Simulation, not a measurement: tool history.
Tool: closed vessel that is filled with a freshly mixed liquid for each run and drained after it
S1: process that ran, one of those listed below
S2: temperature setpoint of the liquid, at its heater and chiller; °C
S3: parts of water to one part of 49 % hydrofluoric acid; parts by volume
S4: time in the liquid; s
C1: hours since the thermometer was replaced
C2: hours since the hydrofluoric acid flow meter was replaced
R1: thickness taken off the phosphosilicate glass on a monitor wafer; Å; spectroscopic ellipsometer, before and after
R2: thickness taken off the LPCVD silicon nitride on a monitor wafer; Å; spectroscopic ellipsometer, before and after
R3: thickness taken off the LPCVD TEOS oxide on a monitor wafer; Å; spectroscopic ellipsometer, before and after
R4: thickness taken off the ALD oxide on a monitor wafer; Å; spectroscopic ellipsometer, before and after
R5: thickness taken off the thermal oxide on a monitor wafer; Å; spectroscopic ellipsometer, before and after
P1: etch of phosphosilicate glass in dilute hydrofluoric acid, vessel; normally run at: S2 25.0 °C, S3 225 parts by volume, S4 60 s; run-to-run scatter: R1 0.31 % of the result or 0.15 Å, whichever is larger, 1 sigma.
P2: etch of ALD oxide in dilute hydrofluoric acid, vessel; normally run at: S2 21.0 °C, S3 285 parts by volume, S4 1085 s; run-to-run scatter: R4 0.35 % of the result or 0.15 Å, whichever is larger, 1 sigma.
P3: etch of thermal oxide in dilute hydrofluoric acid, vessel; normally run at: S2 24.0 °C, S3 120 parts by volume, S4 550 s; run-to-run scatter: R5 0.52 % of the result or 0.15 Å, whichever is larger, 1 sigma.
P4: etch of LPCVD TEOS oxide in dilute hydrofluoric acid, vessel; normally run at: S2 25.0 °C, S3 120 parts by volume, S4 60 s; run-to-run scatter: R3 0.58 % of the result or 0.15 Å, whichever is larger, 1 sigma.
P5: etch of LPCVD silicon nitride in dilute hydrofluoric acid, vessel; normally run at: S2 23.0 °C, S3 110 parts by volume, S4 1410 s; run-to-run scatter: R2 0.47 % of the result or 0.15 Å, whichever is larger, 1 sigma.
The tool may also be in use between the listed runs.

run 1 hour=11.1 | S1=P1 S2=25.0 S3=225 S4=60 | C1=1006.0 C2=350.2 | R1=145.380
run 2 hour=25.8 | S1=P1 S2=21.5 S3=145 S4=60 | C1=1020.7 C2=364.9 | R1=216.540
run 3 hour=41.5 | S1=P1 S2=25.0 S3=225 S4=60 | C1=1036.4 C2=380.6 | R1=146.210
run 4 hour=55.5 | S1=P5 S2=17.0 S3=110 S4=1410 | C1=1050.4 C2=394.6 | R2=31.807
run 5 hour=67.1 | S1=P4 S2=25.0 S3=120 S4=30 | C1=1062.0 C2=406.2 | R3=146.92
run 6 hour=76.7 | S1=P5 S2=23.0 S3=110 S4=2200 | C1=1071.6 C2=415.8 | R2=73.977
run 7 hour=87.7 | S1=P2 S2=21.0 S3=285 S4=1085 | C1=1082.6 C2=426.8 | R4=297.24
run 8 hour=97.0 | S1=P3 S2=24.0 S3=120 S4=550 | C1=1091.9 C2=436.1 | R5=236.020
run 9 hour=104.8 | S1=P3 S2=24.0 S3=120 S4=90 | C1=1099.7 C2=443.9 | R5=38.649
run 10 hour=116.3 | S1=P1 S2=25.0 S3=225 S4=60 | C1=1111.2 C2=455.4 | R1=145.430
run 11 hour=129.0 | S1=P5 S2=23.0 S3=110 S4=1410 | C1=1123.9 C2=468.1 | R2=47.443
run 12 hour=142.0 | S1=P1 S2=25.0 S3=115 S4=60 | C1=1136.9 C2=481.1 | R1=323.420
run 13 hour=149.8 | S1=P3 S2=32.0 S3=120 S4=550 | C1=1144.7 C2=488.9 | R5=318.410
run 14 hour=165.7 | S1=P4 S2=25.0 S3=20 S4=60 | C1=1160.6 C2=504.8 | R3=2018.00
run 15 hour=180.2 | S1=P5 S2=23.0 S3=110 S4=1410 | C1=1175.1 C2=519.3 | R2=47.773
run 16 hour=193.0 | S1=P3 S2=24.0 S3=120 S4=550 | C1=1187.9 C2=532.1 | R5=234.010
run 17 hour=201.6 | S1=P1 S2=25.0 S3=225 S4=30 | C1=1196.5 C2=540.7 | R1=72.576
run 18 hour=213.1 | S1=P1 S2=25.0 S3=225 S4=100 | C1=1208.0 C2=552.2 | R1=243.550
run 19 hour=222.7 | S1=P1 S2=20.5 S3=225 S4=60 | C1=1217.6 C2=561.8 | R1=124.260
run 20 hour=239.2 | S1=P1 S2=25.0 S3=365 S4=60 | C1=1234.1 C2=578.3 | R1=78.269
run 21 hour=255.2 | S1=P2 S2=17.0 S3=285 S4=1085 | C1=1250.1 C2=594.3 | R4=258.36
run 22 hour=264.7 | S1=P4 S2=29.5 S3=120 S4=60 | C1=1259.6 C2=603.8 | R3=346.67
run 23 hour=274.4 | S1=P3 S2=24.0 S3=185 S4=550 | C1=1269.3 C2=613.5 | R5=140.770
run 24 hour=285.5 | S1=P2 S2=21.0 S3=285 S4=430 | C1=1280.4 C2=624.6 | R4=118.97

The next listed run, before its measurement:
run 25 hour=295.2 | S1=P4 S2=25.0 S3=120 S4=60 | C1=1290.1 C2=634.3 | R3=?

{"run 25": {"R3": 293.83}}
